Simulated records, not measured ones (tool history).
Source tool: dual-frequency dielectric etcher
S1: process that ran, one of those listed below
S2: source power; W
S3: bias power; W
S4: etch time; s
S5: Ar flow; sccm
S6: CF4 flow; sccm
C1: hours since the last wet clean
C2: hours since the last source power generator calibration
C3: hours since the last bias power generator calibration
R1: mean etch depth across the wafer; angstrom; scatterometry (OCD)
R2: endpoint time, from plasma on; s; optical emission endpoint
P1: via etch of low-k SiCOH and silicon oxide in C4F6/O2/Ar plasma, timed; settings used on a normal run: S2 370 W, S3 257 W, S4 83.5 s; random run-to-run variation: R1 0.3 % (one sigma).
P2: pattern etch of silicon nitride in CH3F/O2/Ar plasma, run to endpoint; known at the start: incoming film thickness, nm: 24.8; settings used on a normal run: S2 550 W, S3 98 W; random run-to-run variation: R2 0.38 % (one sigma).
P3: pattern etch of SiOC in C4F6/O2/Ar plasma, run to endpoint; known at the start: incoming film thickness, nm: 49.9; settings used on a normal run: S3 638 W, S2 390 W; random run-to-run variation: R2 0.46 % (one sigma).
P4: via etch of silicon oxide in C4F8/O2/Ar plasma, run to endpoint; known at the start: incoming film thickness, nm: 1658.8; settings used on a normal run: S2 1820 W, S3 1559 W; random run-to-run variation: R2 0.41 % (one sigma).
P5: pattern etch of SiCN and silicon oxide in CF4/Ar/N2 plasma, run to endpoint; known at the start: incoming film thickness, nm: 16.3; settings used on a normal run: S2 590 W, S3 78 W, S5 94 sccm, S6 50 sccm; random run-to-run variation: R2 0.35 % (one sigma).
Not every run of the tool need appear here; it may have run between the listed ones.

| run | hour | S1 | S2 | S3 | S4 | S5 | S6 | C1 | C2 | C3 | R1 | R2 |
|---|---|---|---|---|---|---|---|---|---|---|---|---|
| 1 | 5.4 | P1 | 370 | 257 | 83.5 |  |  | 224.9 | 3569.4 | 673.1 | 2544.9 |  |
| 2 | 11.2 | P1 | 460 | 322 | 83.5 |  |  | 230.7 | 3575.2 | 678.9 | 2991.8 |  |
| 3 | 17.4 | P1 | 370 | 257 | 46.0 |  |  | 236.9 | 3581.4 | 685.1 | 1407.7 |  |
| 4 | 22.1 | P2 | 780 | 98 |  |  |  | 241.6 | 3586.1 | 689.8 |  | 25.895 |
| 5 | 25.3 | P4 | 1820 | 1559 |  |  |  | 244.8 | 3589.3 | 693.0 |  | 375.060 |
| 6 | 31.1 | P4 | 1820 | 923 |  |  |  | 250.6 | 3595.1 | 698.8 |  | 431.950 |
| 7 | 37.2 | P4 | 2350 | 1559 |  |  |  | 256.7 | 3601.2 | 704.9 |  | 338.910 |
| 8 | 42.4 | P1 | 370 | 257 | 104.5 |  |  | 261.9 | 3606.4 | 710.1 | 3198.4 |  |
| 9 | 45.7 | P2 | 550 | 98 |  |  |  | 265.2 | 3609.7 | 713.4 |  | 29.619 |
| 10 | 49.1 | P3 | 390 | 638 |  |  |  | 268.6 | 3613.1 | 716.8 |  | 14.828 |
| 11 | 55.5 | P1 | 370 | 340 | 83.5 |  |  | 275.0 | 3619.5 | 723.2 | 2805.0 |  |
| 12 | 61.4 | P1 | 500 | 257 | 83.5 |  |  | 280.9 | 3625.4 | 729.1 | 2873.7 |  |
| 13 | 67.2 | P1 | 370 | 257 | 83.5 |  |  | 286.7 | 3631.2 | 734.9 | 2537.0 |  |
| 14 | 70.7 | P1 | 370 | 257 | 83.5 |  |  | 290.2 | 3634.7 | 738.4 | 2546.6 |  |
| 15 | 74.4 | P2 | 550 | 138 |  |  |  | 293.9 | 3638.4 | 742.1 |  | 26.143 |
| 16 | 79.5 | P3 | 520 | 638 |  |  |  | 299.0 | 3643.5 | 747.2 |  | 13.362 |
| 17 | 83.8 | P1 | 370 | 178 | 83.5 |  |  | 303.3 | 3647.8 | 751.5 | 2267.8 |  |
| 18 | 87.3 | P5 | 590 | 78 |  | 94 | 50 | 306.8 | 3651.3 | 755.0 |  | 14.987 |
| 19 | 92.3 | P1 | 370 | 257 | 83.5 |  |  | 311.8 | 3656.3 | 760.0 | 2564.2 |  |
| 20 | 96.2 | P5 | 800 | 78 |  | 94 | 50 | 315.7 | 3660.2 | 763.9 |  | 11.402 |
| 21 | 102.5 | P5 | 590 | 78 |  | 61 | 50 | 322.0 | 3666.5 | 770.2 |  | 13.915 |
| 22 | 109.4 | P1 | 370 | 333 | 46.0 |  |  | 328.9 | 3673.4 | 777.1 | 1536.9 |  |
| 23 | 113.7 | P5 | 590 | 78 |  | 94 | 61 | 333.2 | 3677.7 | 781.4 |  | 14.443 |
| 24 | 117.4 | P1 | 370 | 257 | 83.5 |  |  | 336.9 | 3681.4 | 785.1 | 2538.3 |  |
| 25 | 122.5 | P1 | 250 | 339 | 83.5 |  |  | 342.0 | 3686.5 | 790.2 | 2433.6 |  |
| 26 | 128.1 | P5 | 590 | 102 |  | 94 | 50 | 347.6 | 3692.1 | 795.8 |  | 13.535 |
| 27 | 131.5 | P4 | 1820 | 1559 |  |  |  | 351.0 | 3695.5 | 799.2 |  | 377.050 |
| 28 | 134.9 | P1 | 370 | 257 | 83.5 |  |  | 354.4 | 3698.9 | 802.6 | 2549.8 |  |
| 29 | 140.6 | P3 | 390 | 870 |  |  |  | 360.1 | 3704.6 | 808.3 |  | 13.125 |
| 30 | 147.6 | P2 | 550 | 98 |  |  |  | 367.1 | 3711.6 | 815.3 |  | 29.749 |
| 31 | 154.7 | P1 | 370 | 257 | 83.5 |  |  | 374.2 | 3718.7 | 822.4 | 2553.1 |  |
| 32 | 161.7 | P1 | 270 | 257 | 83.5 |  |  | 381.2 | 3725.7 | 829.4 | 2263.9 |  |
| 33 | 166.4 | P1 | 370 | 257 | 83.5 |  |  | 385.9 | 3730.4 | 834.1 | 2540.7 |  |
| 34 | 173.5 | P1 | 370 | 257 | 83.5 |  |  | 393.0 | 3737.5 | 841.2 | 2534.6 |  |
| 35 | 180.6 | P1 | 370 | 257 | 83.5 |  |  | 400.1 | 3744.6 | 848.3 | 2522.8 |  |
| 36 | 187.3 | P1 | 370 | 257 | 83.5 |  |  | 406.8 | 3751.3 | 855.0 | 2516.7 |  |
| 37 | 191.5 | P1 | 370 | 257 | 83.5 |  |  | 411.0 | 3755.5 | 859.2 | 2511.7 |  |
| 38 | 195.6 | P1 | 370 | 257 | 83.5 |  |  | 415.1 | 3759.6 | 863.3 | 2526.0 |  |
| 39 | 202.7 | P1 | 370 | 257 | 83.5 |  |  | 422.2 | 3766.7 | 870.4 | 2516.7 |  |
|  | 207.2 | wet clean of the chamber |
| 40 | 208.2 | P1 | 370 | 257 | 83.5 |  |  | 1.1 | 3772.2 | 875.9 | 2518.5 |  |
| 41 | 213.2 | P1 | 370 | 257 | 83.5 |  |  | 6.1 | 3777.2 | 880.9 | 2509.5 |  |
| 42 | 218.8 | P1 | 370 | 257 | 83.5 |  |  | 11.7 | 3782.8 | 886.5 | 2512.2 |  |
| 43 | 222.4 | P1 | 370 | 257 | 83.5 |  |  | 15.3 | 3786.4 | 890.1 | 2496.5 |  |

P1 no longer gives what it gave before; its output has crept away from where it was. The following 2 causes, each at its listed size, fit the log equally well:
A: bias power that arrives under what is set, % = 4.43
B: source power that arrives under what is set, % = 3.96
The creep began at about hour 166.4.
Why every other cause is out:
chamber walls in a state that lowers the etch rate, %: work on it at hour 207.2, done after the drift set in, did not restore what the process gave before

The list below offers 4 check runs, each averaging the results of 2 wafers, and shows each result as a question mark. For which of them would the listed causes give clearly different results?
| check 1 | 226.0 | P2 | 660 | 98 |  |  |  |  |  |  |  | ? |
| check 2 | 226.0 | P4 | 1820 | 960 |  |  |  |  |  |  |  | ? |
| check 3 | 226.0 | P5 | 780 | 78 |  | 94 | 50 |  |  |  |  | ? |
| check 4 | 226.0 | P3 | 390 | 839 |  |  |  |  |  |  |  | ? |

If the cause were each of the candidates in turn, the checks would give the following:
| check | result | if A | if B |
|---|---|---|---|
| check 1 | R2 | 28.137 | 28.117 |
| check 2 | R2 | 431.160 | 433.750 |
| check 3 | R2 | 11.810 | 12.049 |
| check 4 | R2 | 13.543 | 13.496 |
Per-check spread between the two closest causes, in the result where they differ most: check 1 0.07 %; check 2 0.6 %; check 3 2 %; check 4 0.35 %
Only check 3 tells the causes apart: in the others they would give nearly the same result.

Check 3 has now been run. It gave: R2 11.803 s. Which of the candidate causes is it?

It is A: bias power that arrives under what is set, %.
